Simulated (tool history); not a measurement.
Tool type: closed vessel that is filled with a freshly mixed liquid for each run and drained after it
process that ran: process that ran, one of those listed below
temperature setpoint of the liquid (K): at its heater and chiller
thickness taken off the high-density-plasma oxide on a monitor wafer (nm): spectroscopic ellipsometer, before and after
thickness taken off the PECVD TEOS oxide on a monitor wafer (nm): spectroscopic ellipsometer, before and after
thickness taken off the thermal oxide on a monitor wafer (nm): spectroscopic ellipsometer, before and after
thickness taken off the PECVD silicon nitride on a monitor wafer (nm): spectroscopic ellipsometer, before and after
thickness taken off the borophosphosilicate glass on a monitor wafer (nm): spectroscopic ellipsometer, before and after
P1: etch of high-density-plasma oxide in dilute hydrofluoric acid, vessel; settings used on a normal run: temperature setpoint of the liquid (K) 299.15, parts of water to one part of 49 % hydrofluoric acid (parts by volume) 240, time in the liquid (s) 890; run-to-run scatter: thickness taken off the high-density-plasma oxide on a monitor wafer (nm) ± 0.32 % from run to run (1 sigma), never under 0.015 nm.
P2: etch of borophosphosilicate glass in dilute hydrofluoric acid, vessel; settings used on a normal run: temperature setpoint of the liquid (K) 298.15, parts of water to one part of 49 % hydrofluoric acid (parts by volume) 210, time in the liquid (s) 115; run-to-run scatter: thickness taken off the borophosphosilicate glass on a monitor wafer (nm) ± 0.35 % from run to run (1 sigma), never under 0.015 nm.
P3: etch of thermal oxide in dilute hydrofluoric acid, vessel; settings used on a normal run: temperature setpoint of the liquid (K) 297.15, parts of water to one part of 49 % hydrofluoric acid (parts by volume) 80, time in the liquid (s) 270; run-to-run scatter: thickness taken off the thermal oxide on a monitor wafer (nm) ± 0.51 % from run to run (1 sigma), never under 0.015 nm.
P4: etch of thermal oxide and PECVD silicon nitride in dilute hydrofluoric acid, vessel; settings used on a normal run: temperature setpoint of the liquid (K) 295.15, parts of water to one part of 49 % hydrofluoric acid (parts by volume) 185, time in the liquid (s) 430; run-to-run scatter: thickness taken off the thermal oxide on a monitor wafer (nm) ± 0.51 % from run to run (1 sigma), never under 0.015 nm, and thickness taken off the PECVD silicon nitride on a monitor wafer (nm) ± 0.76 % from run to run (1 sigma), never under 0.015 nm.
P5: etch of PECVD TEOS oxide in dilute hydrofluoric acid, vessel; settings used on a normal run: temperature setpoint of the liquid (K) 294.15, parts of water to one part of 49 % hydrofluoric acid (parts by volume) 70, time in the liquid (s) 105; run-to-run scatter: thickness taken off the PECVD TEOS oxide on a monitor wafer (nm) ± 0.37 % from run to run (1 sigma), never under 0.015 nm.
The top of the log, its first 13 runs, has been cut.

run    day  process that ran  temperature setpoint of the liquid (K)  parts of water to one part of 49 % hydrofluoric acid (parts by volume)  time in the liquid (s)  hours since the thermometer was replaced  hours since the hydrofluoric acid flow meter was replaced  thickness taken off the high-density-plasma oxide on a monitor wafer (nm)  thickness taken off the PECVD TEOS oxide on a monitor wafer (nm)  thickness taken off the thermal oxide on a monitor wafer (nm)  thickness taken off the PECVD silicon nitride on a monitor wafer (nm)  thickness taken off the borophosphosilicate glass on a monitor wafer (nm)
 14  1.796                P3                                  297.15                                                                     130                     270                                     330.2                                                      578.0                                                                                                                                                                                                     9.59240
 15  1.979                P2                                  298.15                                                                     210                     115                                     334.6                                                      582.4                                                                                                                                                                                                                                                                                                                                                       20.6820
 16  2.092                P1                                  299.15                                                                     240                     890                                     337.3                                                      585.1                                                                    18.5590
 17  2.254                P2                                  291.65                                                                     210                     115                                     341.2                                                      589.0                                                                                                                                                                                                                                                                                                                                                       16.0890
 18  2.350                P1                                  299.15                                                                     365                     890                                     343.5                                                      591.3                                                                    10.8110
 19  2.458                P2                                  298.15                                                                     210                     115                                     346.1                                                      593.9                                                                                                                                                                                                                                                                                                                                                       20.7420
 20  2.633                P2                                  298.15                                                                     210                      30                                     350.3                                                      598.1                                                                                                                                                                                                                                                                                                                                                        5.4089
 21  2.767                P4                                  295.15                                                                     185                     430                                     353.5                                                      601.3                                                                                                                                                                                                     9.71090                                                                3.65700
 22  2.896                P1                                  299.15                                                                     240                     890                                     356.6                                                      604.4                                                                    18.6180
 23  2.979                P1                                  304.15                                                                     240                     890                                     358.6                                                      606.4                                                                    22.0740
 24  3.146                P5                                  298.65                                                                      70                     105                                     362.6                                                      610.4                                                                                                                                      18.2200
 25  3.300                P5                                  294.15                                                                      70                     105                                     366.3                                                      614.1                                                                                                                                      15.1050
 26  3.425                P2                                  298.15                                                                     315                     115                                     369.3                                                      617.1                                                                                                                                                                                                                                                                                                                                                       12.3960
 27  3.550                P1                                  299.15                                                                     240                    1550                                     372.3                                                      620.1                                                                    32.4170
 28  3.729                P1                                  299.15                                                                     240                     890                                     376.6                                                      624.4                                                                    18.5680
 29  3.838                P4                                  290.15                                                                     185                     430                                     379.2                                                      627.0                                                                                                                                                                                                     7.99760                                                                2.58930
 30  4.004                P3                                  297.15                                                                      80                     270                                     383.2                                                      631.0                                                                                                                                                                                                    16.94100
 31  4.183                P5                                  294.15                                                                      70                      30                                     387.5                                                      635.3                                                                                                                                       4.3048
 32  4.300                P1                                  299.15                                                                     240                     890                                     390.3                                                      638.1                                                                    18.6180
 33  4.408                P1                                  299.15                                                                     240                     890                                     392.9                                                      640.7                                                                    18.1240
 34  4.504                P1                                  299.15                                                                     240                     890                                     395.2                                                      643.0                                                                    17.7000
 35  4.638                P1                                  299.15                                                                     240                     890                                     398.4                                                      646.2                                                                    17.4370
 36  4.733                P1                                  299.15                                                                     240                     890                                     400.7                                                      648.5                                                                    17.4440
 37  4.912                P1                                  299.15                                                                     240                     890                                     405.0                                                      652.8                                                                    17.2550

Expected results for the next run?
 38  5.042                P1                                  299.15                                                                     240                     890                                     408.1                                                      655.9                                                                          ?

thickness taken off the high-density-plasma oxide on a monitor wafer (nm): 17.2690
